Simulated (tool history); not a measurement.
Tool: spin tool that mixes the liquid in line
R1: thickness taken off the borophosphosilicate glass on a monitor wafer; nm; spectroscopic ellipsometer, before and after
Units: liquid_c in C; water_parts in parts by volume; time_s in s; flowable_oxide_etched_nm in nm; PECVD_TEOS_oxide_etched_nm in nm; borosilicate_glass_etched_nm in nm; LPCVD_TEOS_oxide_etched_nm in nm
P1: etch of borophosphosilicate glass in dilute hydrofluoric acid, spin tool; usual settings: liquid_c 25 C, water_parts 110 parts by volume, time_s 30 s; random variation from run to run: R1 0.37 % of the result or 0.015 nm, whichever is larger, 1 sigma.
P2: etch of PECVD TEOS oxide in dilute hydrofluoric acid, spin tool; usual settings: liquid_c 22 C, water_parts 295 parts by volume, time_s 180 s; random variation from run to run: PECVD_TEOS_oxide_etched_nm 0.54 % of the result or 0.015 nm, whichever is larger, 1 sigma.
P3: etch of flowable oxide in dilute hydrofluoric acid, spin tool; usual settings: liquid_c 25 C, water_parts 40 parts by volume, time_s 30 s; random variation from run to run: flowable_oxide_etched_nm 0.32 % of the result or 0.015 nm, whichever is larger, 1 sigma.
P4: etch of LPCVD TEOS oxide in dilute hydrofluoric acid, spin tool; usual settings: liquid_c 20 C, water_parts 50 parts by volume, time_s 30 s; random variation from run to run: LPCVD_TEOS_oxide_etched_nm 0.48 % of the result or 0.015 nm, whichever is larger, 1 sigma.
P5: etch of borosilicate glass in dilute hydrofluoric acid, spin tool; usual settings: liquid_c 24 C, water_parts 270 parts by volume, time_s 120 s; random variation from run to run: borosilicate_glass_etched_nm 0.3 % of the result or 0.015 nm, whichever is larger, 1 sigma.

Run 1, hour 6.7: process P1, liquid_c 25 C, water_parts 110 parts by volume, time_s 30 s. Result: R1 13.697 nm.
Run 2, hour 17.6: process P3, liquid_c 25 C, water_parts 65 parts by volume, time_s 30 s. Result: flowable_oxide_etched_nm 29.076 nm.
Run 3, hour 24: process P1, liquid_c 25 C, water_parts 110 parts by volume, time_s 65 s. Result: R1 29.89 nm.
Run 4, hour 36.1: process P1, liquid_c 25 C, water_parts 110 parts by volume, time_s 30 s. Result: R1 13.672 nm.
Run 5, hour 44.9: process P1, liquid_c 20.5 C, water_parts 110 parts by volume, time_s 15 s. Result: R1 5.704 nm.
Run 6, hour 52.2: process P1, liquid_c 25 C, water_parts 110 parts by volume, time_s 30 s. Result: R1 13.728 nm.
Run 7, hour 60.2: process P2, liquid_c 22 C, water_parts 295 parts by volume, time_s 180 s. Result: PECVD_TEOS_oxide_etched_nm 10.186 nm.
Run 8, hour 68: process P5, liquid_c 24 C, water_parts 270 parts by volume, time_s 55 s. Result: borosilicate_glass_etched_nm 6.1664 nm.
Run 9, hour 77.9: process P1, liquid_c 32.5 C, water_parts 110 parts by volume, time_s 30 s. Result: R1 18.249 nm.
Run 10, hour 85.9: process P2, liquid_c 28.5 C, water_parts 295 parts by volume, time_s 180 s. Result: PECVD_TEOS_oxide_etched_nm 12.73 nm.
Run 11, hour 97.3: process P2, liquid_c 22 C, water_parts 295 parts by volume, time_s 15 s. Result: PECVD_TEOS_oxide_etched_nm 0.83061 nm.
Run 12, hour 109.2: process P1, liquid_c 25 C, water_parts 175 parts by volume, time_s 30 s. Result: R1 7.9834 nm.
Run 13, hour 120.4: process P3, liquid_c 25 C, water_parts 40 parts by volume, time_s 30 s. Result: flowable_oxide_etched_nm 48.627 nm.
Run 14, hour 128: process P4, liquid_c 20 C, water_parts 50 parts by volume, time_s 30 s. Result: LPCVD_TEOS_oxide_etched_nm 9.8688 nm.
Run 15, hour 135.2: process P1, liquid_c 25 C, water_parts 110 parts by volume, time_s 15 s. Result: R1 6.8475 nm.
Run 16, hour 148.2: process P1, liquid_c 19 C, water_parts 110 parts by volume, time_s 15 s. Result: R1 5.3781 nm.
Run 17, hour 156.4: process P4, liquid_c 20 C, water_parts 50 parts by volume, time_s 15 s. Result: LPCVD_TEOS_oxide_etched_nm 4.9763 nm.
Run 18, hour 162.4: process P5, liquid_c 24 C, water_parts 270 parts by volume, time_s 120 s. Result: borosilicate_glass_etched_nm 13.42 nm.
Run 19, hour 168.5: process P4, liquid_c 20 C, water_parts 75 parts by volume, time_s 30 s. Result: LPCVD_TEOS_oxide_etched_nm 6.3546 nm.
Run 20, hour 176.8: process P1, liquid_c 25 C, water_parts 190 parts by volume, time_s 15 s. Result: R1 3.6208 nm.
Run 21, hour 186.5: process P3, liquid_c 25 C, water_parts 40 parts by volume, time_s 15 s. Result: flowable_oxide_etched_nm 24.469 nm.
Run 22, hour 194.6: process P4, liquid_c 20 C, water_parts 50 parts by volume, time_s 30 s. Result: LPCVD_TEOS_oxide_etched_nm 9.8348 nm.
Run 23, hour 201.7: process P3, liquid_c 31.5 C, water_parts 40 parts by volume, time_s 30 s. Result: flowable_oxide_etched_nm 63.284 nm.

The next listed run, before its measurement:
Run 24, hour 208.3: process P5, liquid_c 24 C, water_parts 55 parts by volume, time_s 120 s. Result: borosilicate_glass_etched_nm ?.

{"run 24": {"borosilicate_glass_etched_nm": 84.531}}

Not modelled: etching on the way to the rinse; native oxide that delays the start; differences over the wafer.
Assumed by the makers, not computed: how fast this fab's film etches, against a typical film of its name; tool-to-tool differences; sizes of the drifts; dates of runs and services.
